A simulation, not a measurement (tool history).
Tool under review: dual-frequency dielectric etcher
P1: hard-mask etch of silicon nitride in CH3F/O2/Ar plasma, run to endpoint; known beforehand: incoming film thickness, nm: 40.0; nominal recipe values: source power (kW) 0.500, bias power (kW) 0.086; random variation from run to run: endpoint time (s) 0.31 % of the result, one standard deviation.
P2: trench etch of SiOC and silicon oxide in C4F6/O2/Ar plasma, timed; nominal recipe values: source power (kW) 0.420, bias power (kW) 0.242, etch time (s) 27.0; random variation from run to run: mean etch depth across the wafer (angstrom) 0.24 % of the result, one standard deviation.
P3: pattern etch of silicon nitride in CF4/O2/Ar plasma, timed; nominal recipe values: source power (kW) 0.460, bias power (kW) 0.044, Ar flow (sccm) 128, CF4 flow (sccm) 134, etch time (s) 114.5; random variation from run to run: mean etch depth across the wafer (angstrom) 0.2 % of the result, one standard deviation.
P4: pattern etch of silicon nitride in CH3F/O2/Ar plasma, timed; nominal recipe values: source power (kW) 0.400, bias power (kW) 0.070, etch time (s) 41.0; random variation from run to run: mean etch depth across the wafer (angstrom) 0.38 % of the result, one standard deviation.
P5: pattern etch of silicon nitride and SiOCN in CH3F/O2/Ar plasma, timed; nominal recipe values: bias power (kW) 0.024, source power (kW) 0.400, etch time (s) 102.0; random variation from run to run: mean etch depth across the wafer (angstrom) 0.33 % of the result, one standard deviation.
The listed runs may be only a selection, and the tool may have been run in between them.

| run | hour | process that ran | source power (kW) | bias power (kW) | etch time (s) | Ar flow (sccm) | CF4 flow (sccm) | hours since the last wet clean | hours since the last source power generator calibration | hours since the last bias power generator calibration | endpoint time (s) | mean etch depth across the wafer (angstrom) |
|---|---|---|---|---|---|---|---|---|---|---|---|---|
| 1 | 6.0 | P1 | 0.500 | 0.086 |  |  |  | 73.1 | 1333.5 | 2684.0 | 49.974 |  |
| 2 | 14.6 | P5 | 0.400 | 0.024 | 102.0 |  |  | 81.7 | 1342.1 | 2692.6 |  | 138.790 |
| 3 | 23.6 | P3 | 0.460 | 0.044 | 114.5 | 128 | 134 | 90.7 | 1351.1 | 2701.6 |  | 2005.200 |
| 4 | 32.2 | P4 | 0.400 | 0.070 | 22.5 |  |  | 99.3 | 1359.7 | 2710.2 |  | 149.110 |
| 5 | 42.5 | P1 | 0.500 | 0.086 |  |  |  | 109.6 | 1370.0 | 2720.5 | 50.421 |  |
| 6 | 49.8 | P3 | 0.460 | 0.044 | 114.5 | 128 | 134 | 116.9 | 1377.3 | 2727.8 |  | 2011.200 |
| 7 | 55.4 | P1 | 0.500 | 0.069 |  |  |  | 122.5 | 1382.9 | 2733.4 | 53.987 |  |
| 8 | 65.1 | P3 | 0.270 | 0.044 | 114.5 | 128 | 134 | 132.2 | 1392.6 | 2743.1 |  | 1263.100 |
| 9 | 72.7 | P3 | 0.460 | 0.044 | 144.0 | 128 | 134 | 139.8 | 1400.2 | 2750.7 |  | 2523.100 |
| 10 | 82.9 | P2 | 0.250 | 0.242 | 27.0 |  |  | 150.0 | 1410.4 | 2760.9 |  | 484.670 |
| 11 | 92.4 | P1 | 0.500 | 0.086 |  |  |  | 159.5 | 1419.9 | 2770.4 | 49.987 |  |
| 12 | 103.1 | P1 | 0.500 | 0.120 |  |  |  | 170.2 | 1430.6 | 2781.1 | 44.636 |  |
| 13 | 112.4 | P4 | 0.400 | 0.070 | 41.0 |  |  | 179.5 | 1439.9 | 2790.4 |  | 274.310 |
| 14 | 120.4 | P4 | 0.400 | 0.070 | 41.0 |  |  | 187.5 | 1447.9 | 2798.4 |  | 274.490 |
| 15 | 125.9 | P1 | 0.350 | 0.086 |  |  |  | 193.0 | 1453.4 | 2803.9 | 57.157 |  |
| 16 | 132.4 | P2 | 0.420 | 0.242 | 33.0 |  |  | 199.5 | 1459.9 | 2810.4 |  | 723.580 |
| 17 | 143.7 | P1 | 0.640 | 0.086 |  |  |  | 210.8 | 1471.2 | 2821.7 | 45.508 |  |
| 18 | 153.4 | P3 | 0.460 | 0.055 | 114.5 | 128 | 134 | 220.5 | 1480.9 | 2831.4 |  | 2186.100 |
| 19 | 159.6 | P3 | 0.460 | 0.044 | 114.5 | 85 | 134 | 226.7 | 1487.1 | 2837.6 |  | 2105.400 |
| 20 | 168.6 | P5 | 0.400 | 0.017 | 102.0 |  |  | 235.7 | 1496.1 | 2846.6 |  | 119.990 |
| 21 | 173.8 | P1 | 0.360 | 0.061 |  |  |  | 240.9 | 1501.3 | 2851.8 | 63.958 |  |
| 22 | 183.0 | P4 | 0.400 | 0.041 | 41.0 |  |  | 250.1 | 1510.5 | 2861.0 |  | 231.650 |
| 23 | 188.3 | P2 | 0.420 | 0.242 | 27.0 |  |  | 255.4 | 1515.8 | 2866.3 |  | 590.770 |
| 24 | 194.2 | P3 | 0.460 | 0.044 | 114.5 | 128 | 84 | 261.3 | 1521.7 | 2872.2 |  | 1887.300 |
| 25 | 201.7 | P2 | 0.420 | 0.147 | 27.0 |  |  | 268.8 | 1529.2 | 2879.7 |  | 505.280 |
| 26 | 207.8 | P1 | 0.500 | 0.086 |  |  |  | 274.9 | 1535.3 | 2885.8 | 50.289 |  |
| 27 | 217.5 | P1 | 0.500 | 0.086 |  |  |  | 284.6 | 1545.0 | 2895.5 | 50.368 |  |
| 28 | 224.0 | P5 | 0.400 | 0.024 | 56.0 |  |  | 291.1 | 1551.5 | 2902.0 |  | 76.333 |
| 29 | 230.1 | P5 | 0.550 | 0.024 | 102.0 |  |  | 297.2 | 1557.6 | 2908.1 |  | 155.790 |
|  | 230.5 | wet clean of the chamber |
| 30 | 240.2 | P4 | 0.290 | 0.070 | 41.0 |  |  | 9.8 | 1567.7 | 2918.2 |  | 241.780 |
| 31 | 250.9 | P5 | 0.400 | 0.024 | 102.0 |  |  | 20.5 | 1578.4 | 2928.9 |  | 139.570 |
| 32 | 256.5 | P1 | 0.500 | 0.086 |  |  |  | 26.1 | 1584.0 | 2934.5 | 50.292 |  |
| 33 | 262.6 | P1 | 0.500 | 0.086 |  |  |  | 32.2 | 1590.1 | 2940.6 | 50.061 |  |
| 34 | 271.3 | P1 | 0.500 | 0.086 |  |  |  | 40.9 | 1598.8 | 2949.3 | 50.143 |  |
| 35 | 278.6 | P1 | 0.500 | 0.086 |  |  |  | 48.2 | 1606.1 | 2956.6 | 49.849 |  |
| 36 | 288.5 | P1 | 0.500 | 0.086 |  |  |  | 58.1 | 1616.0 | 2966.5 | 49.370 |  |
| 37 | 296.9 | P1 | 0.500 | 0.086 |  |  |  | 66.5 | 1624.4 | 2974.9 | 49.478 |  |
|  | 303.7 | wet clean of the chamber |
| 38 | 305.5 | P1 | 0.500 | 0.086 |  |  |  | 1.8 | 1633.0 | 2983.5 | 49.448 |  |
| 39 | 316.1 | P1 | 0.500 | 0.086 |  |  |  | 12.4 | 1643.6 | 2994.1 | 49.098 |  |
| 40 | 327.7 | P1 | 0.500 | 0.086 |  |  |  | 24.0 | 1655.2 | 3005.7 | 49.540 |  |
| 41 | 338.9 | P1 | 0.500 | 0.086 |  |  |  | 35.2 | 1666.4 | 3016.9 | 49.310 |  |

P1 has crept away from where it was. The log is fitted equally well by each of these 2 causes, at the sizes shown:
A: bias power that arrives over what is set, % = 4.53
B: source power that arrives over what is set, % = 4.22
The drift started at roughly hour 256.5.
The rest of the possible causes, and what rules out each one:
chamber walls in a state that raises the etch rate, %: work on it at hour 303.7, done after the drift set in, did not restore what the process gave before

Question marks stand in for the results of the 4 check runs listed below, each run on one wafer. Under which run would the listed causes show clearly different results?
| check 1 | 350.1 | P4 | 0.300 | 0.070 | 41.0 |  |  |  |  |  |  | ? |
| check 2 | 350.1 | P5 | 0.490 | 0.024 | 65.5 |  |  |  |  |  |  | ? |
| check 3 | 350.1 | P3 | 0.460 | 0.044 | 114.5 | 86 | 134 |  |  |  |  | ? |
| check 4 | 350.1 | P2 | 0.260 | 0.170 | 27.0 |  |  |  |  |  |  | ? |

How each check would come out, cause by cause:
| check | result | if A | if B |
|---|---|---|---|
| check 1 | mean etch depth across the wafer (angstrom) | 249.290 | 249.320 |
| check 2 | mean etch depth across the wafer (angstrom) | 97.838 | 97.299 |
| check 3 | mean etch depth across the wafer (angstrom) | 2135.500 | 2180.600 |
| check 4 | mean etch depth across the wafer (angstrom) | 443.880 | 444.610 |
Separation of the two closest causes in each check, using whichever result separates them best: check 1 0.01 %; check 2 0.55 %; check 3 2.09 %; check 4 0.16 %
Only in check 3 would the causes give clearly different results; in the remaining checks their results would be nearly the same.

Here is what check 3 returned: mean etch depth across the wafer (angstrom) 2135.400. Which cause is it?

It was cause A: bias power that arrives over what is set, %.
